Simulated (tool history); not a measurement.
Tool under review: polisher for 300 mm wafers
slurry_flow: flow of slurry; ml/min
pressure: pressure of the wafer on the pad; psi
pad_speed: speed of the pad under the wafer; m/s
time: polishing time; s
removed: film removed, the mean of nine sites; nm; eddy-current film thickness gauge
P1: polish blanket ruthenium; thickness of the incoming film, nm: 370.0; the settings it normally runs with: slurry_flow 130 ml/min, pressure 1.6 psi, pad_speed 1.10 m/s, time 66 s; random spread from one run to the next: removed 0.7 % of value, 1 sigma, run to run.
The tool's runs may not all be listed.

run    day  slurry_flow  pressure  pad_speed  time  wafers polished on this pad  hours since the slurry nozzle was cleaned  hours since the head pressure was calibrated  removed
  1  0.162          130       1.6       1.10    66                          187                                      287.7                                         540.0   51.151
  2  0.338           80       1.6       1.10    66                          210                                      291.9                                         544.2   45.964
  3  0.475          130       1.6       1.64    66                          227                                      295.2                                         547.5   77.591
  4  0.600          100       1.6       1.46    66                          243                                      298.2                                         550.5   64.847
  5  0.762          185       1.6       1.10    66                          264                                      302.1                                         554.4   54.791
  6  0.921          130       1.6       1.10    38                          285                                      305.9                                         558.2   29.872
  7  1.046          130       1.6       1.10    66                          301                                      308.9                                         561.2   51.810
  8  1.262          130       1.6       1.10    66                          329                                      314.1                                         566.4   51.572
  9  1.375          130       2.5       1.10    66                          343                                      316.8                                         569.1   80.836
 10  1.533          130       1.6       0.68    66                          364                                      320.6                                         572.9   31.665
 11  1.662          130       0.8       1.10    66                          380                                      323.7                                         576.0   25.546
 12  1.896          130       1.6       1.10    66                          410                                      329.3                                         581.6   51.416
 13  2.004          130       1.6       1.10    66                          424                                      331.9                                         584.2   51.565
 14  2.158          100       1.6       1.10    32                          444                                      335.6                                         587.9   23.597
 15  2.404          130       1.6       1.10   103                          476                                      341.5                                         593.8   80.706
 16  2.567          130       1.6       1.10    66                          497                                      345.4                                         597.7   51.826
 17  2.675          130       1.6       1.10    66                          511                                      348.0                                         600.3   50.430
 18  2.892          130       1.6       1.10    66                          538                                      353.2                                         605.5   49.582
 19  3.042          130       1.6       1.10    66                          558                                      356.8                                         609.1   49.561
 20  3.279          130       1.6       1.10    66                          588                                      362.5                                         614.8   48.979
 21  3.417          130       1.6       1.10    66                          606                                      365.8                                         618.1   48.842
     3.512  -- worn pad replaced by a new one
 22  3.588          130       1.6       1.10    66                            9                                      369.9                                         622.2   48.702
 23  3.829          130       1.6       1.10    66                           41                                      375.7                                         628.0   48.511
 24  3.967          130       1.6       1.10    66                           58                                      379.0                                         631.3   47.915
 25  4.188          130       1.6       1.10    66                           87                                      384.3                                         636.6   48.224
 26  4.421          130       1.6       1.10    66                          117                                      389.9                                         642.2   47.993
 27  4.567          130       1.6       1.10    66                          136                                      393.4                                         645.7   47.806

The output of P1 has drifted from where it used to be. Each of the 2 causes below, taken at the size shown beside it, accounts for the log equally well:
A: head's pressure below its setpoint, % = 7.26
B: slurry flow missing at the pad, % = 28
The creep began at about day 2.567.
What rules out each remaining cause:
removal rate lost through wear of the pad, %: work on it at day 3.512, done after the drift set in, did not restore what the process gave before

Consider the 4 check runs below, whose results appear as question marks and each of which averages 5 wafers. Which one distinguishes the causes, in that each cause would give it a clearly different result?
check 1  4.712           90       1.6       1.10    66                                                                                                                              ?
check 2  4.712          130       2.4       1.10    66                                                                                                                              ?
check 3  4.712          130       1.2       1.10    66                                                                                                                              ?
check 4  4.712          130       1.6       1.58   101                                                                                                                              ?

Predicted outcomes, by check and by cause:
  check   result     if A     if B
check 1  removed   43.981   42.751
check 2  removed   71.894   71.891
check 3  removed   35.947   35.945
check 4  removed  105.350  105.350
Gap, in per cent, between the two causes that each check separates least, read from the result that separates them most: check 1 2.84 %; check 2 0 %; check 3 0 %; check 4 0 %
Only check 1 tells the causes apart: in the others they would give nearly the same result.

Check 1 has now been run. It gave: removed 42.704 nm. Which of the candidate causes is it?

B is the cause: slurry flow missing at the pad, %.

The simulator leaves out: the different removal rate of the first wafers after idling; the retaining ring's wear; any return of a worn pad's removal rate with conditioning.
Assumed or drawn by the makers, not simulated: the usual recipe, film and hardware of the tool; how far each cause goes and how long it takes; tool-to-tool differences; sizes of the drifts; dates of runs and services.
